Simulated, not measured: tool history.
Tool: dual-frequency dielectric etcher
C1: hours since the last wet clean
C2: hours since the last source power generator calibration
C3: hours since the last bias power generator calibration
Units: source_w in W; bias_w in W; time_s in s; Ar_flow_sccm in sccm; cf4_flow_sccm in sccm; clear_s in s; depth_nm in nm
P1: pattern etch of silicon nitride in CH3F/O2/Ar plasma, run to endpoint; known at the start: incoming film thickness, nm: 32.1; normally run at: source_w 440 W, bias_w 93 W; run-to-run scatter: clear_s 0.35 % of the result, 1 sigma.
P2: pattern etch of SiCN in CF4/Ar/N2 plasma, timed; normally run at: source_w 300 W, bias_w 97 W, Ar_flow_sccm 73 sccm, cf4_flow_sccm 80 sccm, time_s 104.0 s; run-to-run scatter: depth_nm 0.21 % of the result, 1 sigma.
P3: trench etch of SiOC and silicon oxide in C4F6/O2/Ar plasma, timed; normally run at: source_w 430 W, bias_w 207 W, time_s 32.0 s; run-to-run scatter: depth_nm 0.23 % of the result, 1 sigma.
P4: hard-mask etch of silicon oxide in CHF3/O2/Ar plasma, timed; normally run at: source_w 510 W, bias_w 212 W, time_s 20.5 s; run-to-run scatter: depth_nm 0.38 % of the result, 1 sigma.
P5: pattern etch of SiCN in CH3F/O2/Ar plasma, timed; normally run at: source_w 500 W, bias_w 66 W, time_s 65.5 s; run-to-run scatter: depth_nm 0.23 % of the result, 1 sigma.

Run 1, day 0.142: process P1, source_w 440 W, bias_w 93 W; C1 190.2; C2 2100.9; C3 209.2. Result: clear_s 40.801 s.
Run 2, day 0.300: process P1, source_w 550 W, bias_w 73 W; C1 194.0; C2 2104.7; C3 213.0. Result: clear_s 40.556 s.
Run 3, day 0.446: process P3, source_w 430 W, bias_w 136 W, time_s 32.0 s; C1 197.5; C2 2108.2; C3 216.5. Result: depth_nm 59.767 nm.
Run 4, day 0.617: process P5, source_w 500 W, bias_w 66 W, time_s 43.0 s; C1 201.6; C2 2112.3; C3 220.6. Result: depth_nm 17.234 nm.
Run 5, day 0.825: process P2, source_w 300 W, bias_w 97 W, time_s 104.0 s, Ar_flow_sccm 90 sccm, cf4_flow_sccm 80 sccm; C1 206.6; C2 2117.3; C3 225.6. Result: depth_nm 70.480 nm.
Run 6, day 1.000: process P4, source_w 510 W, bias_w 267 W, time_s 20.5 s; C1 210.8; C2 2121.5; C3 229.8. Result: depth_nm 43.437 nm.
Run 7, day 1.133: process P1, source_w 610 W, bias_w 120 W; C1 214.0; C2 2124.7; C3 233.0. Result: clear_s 32.930 s.
Run 8, day 1.350: process P4, source_w 510 W, bias_w 212 W, time_s 27.5 s; C1 219.2; C2 2129.9; C3 238.2. Result: depth_nm 54.013 nm.
Run 9, day 1.512: process P3, source_w 430 W, bias_w 207 W, time_s 32.0 s; C1 223.1; C2 2133.8; C3 242.1. Result: depth_nm 67.990 nm.
Run 10, day 1.679: process P1, source_w 310 W, bias_w 93 W; C1 227.1; C2 2137.8; C3 246.1. Result: clear_s 46.045 s.
Run 11, day 1.800: process P2, source_w 300 W, bias_w 97 W, time_s 104.0 s, Ar_flow_sccm 73 sccm, cf4_flow_sccm 80 sccm; C1 230.0; C2 2140.7; C3 249.0. Result: depth_nm 72.209 nm.
Run 12, day 2.000: process P3, source_w 530 W, bias_w 207 W, time_s 32.0 s; C1 234.8; C2 2145.5; C3 253.8. Result: depth_nm 73.854 nm.
Run 13, day 2.179: process P1, source_w 440 W, bias_w 93 W; C1 239.1; C2 2149.8; C3 258.1. Result: clear_s 40.437 s.
Run 14, day 2.379: process P5, source_w 500 W, bias_w 66 W, time_s 65.5 s; C1 243.9; C2 2154.6; C3 262.9. Result: depth_nm 26.372 nm.
Run 15, day 2.554: process P2, source_w 300 W, bias_w 124 W, time_s 104.0 s, Ar_flow_sccm 73 sccm, cf4_flow_sccm 80 sccm; C1 248.1; C2 2158.8; C3 267.1. Result: depth_nm 79.318 nm.
At day 2.721: wet clean of the chamber.
Run 16, day 2.788: process P2, source_w 300 W, bias_w 97 W, time_s 154.0 s, Ar_flow_sccm 73 sccm, cf4_flow_sccm 80 sccm; C1 1.7; C2 2164.4; C3 272.7. Result: depth_nm 107.130 nm.
Run 17, day 3.004: process P5, source_w 500 W, bias_w 44 W, time_s 65.5 s; C1 6.9; C2 2169.6; C3 277.9. Result: depth_nm 23.057 nm.
Run 18, day 3.167: process P1, source_w 440 W, bias_w 93 W; C1 10.8; C2 2173.5; C3 281.8. Result: clear_s 40.342 s.
Run 19, day 3.271: process P1, source_w 440 W, bias_w 93 W; C1 13.3; C2 2176.0; C3 284.3. Result: clear_s 40.718 s.
Run 20, day 3.467: process P2, source_w 200 W, bias_w 97 W, time_s 104.0 s, Ar_flow_sccm 73 sccm, cf4_flow_sccm 80 sccm; C1 18.0; C2 2180.7; C3 289.0. Result: depth_nm 50.751 nm.
Run 21, day 3.671: process P1, source_w 580 W, bias_w 93 W; C1 22.9; C2 2185.6; C3 293.9. Result: clear_s 36.718 s.
Run 22, day 3.808: process P5, source_w 500 W, bias_w 66 W, time_s 65.5 s; C1 26.2; C2 2188.9; C3 297.2. Result: depth_nm 26.312 nm.
Run 23, day 3.946: process P3, source_w 430 W, bias_w 207 W, time_s 32.0 s; C1 29.5; C2 2192.2; C3 300.5. Result: depth_nm 67.495 nm.
At day 4.000: bias power generator calibrated.
Run 24, day 4.150: process P4, source_w 370 W, bias_w 212 W, time_s 20.5 s; C1 34.4; C2 2197.1; C3 3.7. Result: depth_nm 35.550 nm.
Run 25, day 4.304: process P1, source_w 440 W, bias_w 60 W; C1 38.1; C2 2200.8; C3 7.4. Result: clear_s 47.050 s.
Run 26, day 4.417: process P2, source_w 300 W, bias_w 97 W, time_s 104.0 s, Ar_flow_sccm 73 sccm, cf4_flow_sccm 110 sccm; C1 40.8; C2 2203.5; C3 10.1. Result: depth_nm 74.680 nm.
Run 27, day 4.554: process P4, source_w 510 W, bias_w 212 W, time_s 20.5 s; C1 44.1; C2 2206.8; C3 13.4. Result: depth_nm 40.331 nm.
Run 28, day 4.750: process P3, source_w 430 W, bias_w 207 W, time_s 45.5 s; C1 48.8; C2 2211.5; C3 18.1. Result: depth_nm 96.470 nm.
Run 29, day 4.892: process P5, source_w 600 W, bias_w 66 W, time_s 65.5 s; C1 52.2; C2 2214.9; C3 21.5. Result: depth_nm 28.117 nm.
Run 30, day 5.083: process P1, source_w 440 W, bias_w 113 W; C1 56.8; C2 2219.5; C3 26.1. Result: clear_s 37.650 s.
Run 31, day 5.317: process P1, source_w 440 W, bias_w 93 W; C1 62.4; C2 2225.1; C3 31.7. Result: clear_s 40.313 s.
Run 32, day 5.529: process P1, source_w 440 W, bias_w 93 W; C1 67.5; C2 2230.2; C3 36.8. Result: clear_s 40.618 s.
Run 33, day 5.750: process P1, source_w 440 W, bias_w 93 W; C1 72.8; C2 2235.5; C3 42.1. Result: clear_s 40.846 s.
Run 34, day 5.879: process P1, source_w 440 W, bias_w 93 W; C1 75.9; C2 2238.6; C3 45.2. Result: clear_s 41.131 s.
Run 35, day 6.008: process P1, source_w 440 W, bias_w 93 W; C1 79.0; C2 2241.7; C3 48.3. Result: clear_s 41.127 s.
Run 36, day 6.167: process P1, source_w 440 W, bias_w 93 W; C1 82.8; C2 2245.5; C3 52.1. Result: clear_s 41.063 s.
Run 37, day 6.354: process P1, source_w 440 W, bias_w 93 W; C1 87.3; C2 2250.0; C3 56.6. Result: clear_s 41.087 s.
Run 38, day 6.479: process P1, source_w 440 W, bias_w 93 W; C1 90.3; C2 2253.0; C3 59.6. Result: clear_s 41.147 s.
At day 6.600: wet clean of the chamber.
Run 39, day 6.612: process P1, source_w 440 W, bias_w 93 W; C1 0.3; C2 2256.2; C3 62.8. Result: clear_s 41.276 s.
Run 40, day 6.717: process P1, source_w 440 W, bias_w 93 W; C1 2.8; C2 2258.7; C3 65.3. Result: clear_s 41.052 s.
Run 41, day 6.854: process P1, source_w 440 W, bias_w 93 W; C1 6.1; C2 2262.0; C3 68.6. Result: clear_s 41.259 s.
Run 42, day 6.983: process P1, source_w 440 W, bias_w 93 W; C1 9.2; C2 2265.1; C3 71.7. Result: clear_s 41.361 s.
Run 43, day 7.129: process P1, source_w 440 W, bias_w 93 W; C1 12.7; C2 2268.6; C3 75.2. Result: clear_s 41.311 s.

What P1 gives has crept away from where it was. These 2 causes fit the log equally well, each at the size given:
A: bias power that arrives under what is set, % = 4.76
B: source power that arrives under what is set, % = 4.56
The creep began at about day 5.529.
Why every other cause is out:
chamber walls in a state that lowers the etch rate, %: serviced at day 6.600, which brought nothing back

4 check runs are offered, one wafer each, their results left as question marks. Which one tells the causes apart?
Run check 1, day 7.275: process P3, source_w 430 W, bias_w 207 W, time_s 32.0 s. Result: depth_nm ?.
Run check 2, day 7.275: process P4, source_w 510 W, bias_w 212 W, time_s 20.5 s. Result: depth_nm ?.
Run check 3, day 7.275: process P2, source_w 300 W, bias_w 97 W, time_s 104.0 s, Ar_flow_sccm 73 sccm, cf4_flow_sccm 80 sccm. Result: depth_nm ?.
Run check 4, day 7.275: process P5, source_w 500 W, bias_w 66 W, time_s 65.5 s. Result: depth_nm ?.

What each check would give under each cause:
  check    result    if A    if B
check 1  depth_nm  66.825  66.671
check 2  depth_nm  39.514  39.491
check 3  depth_nm  71.135  69.478
check 4  depth_nm  25.891  25.860
How far apart the two closest causes lie, in the result that separates them most: check 1 0.23 %; check 2 0.06 %; check 3 2.36 %; check 4 0.12 %
Only check 3 tells the causes apart: in the others they would give nearly the same result.

Then check 3 was run and gave: depth_nm 69.646 nm. Which cause is it?

It is B: source power that arrives under what is set, %.
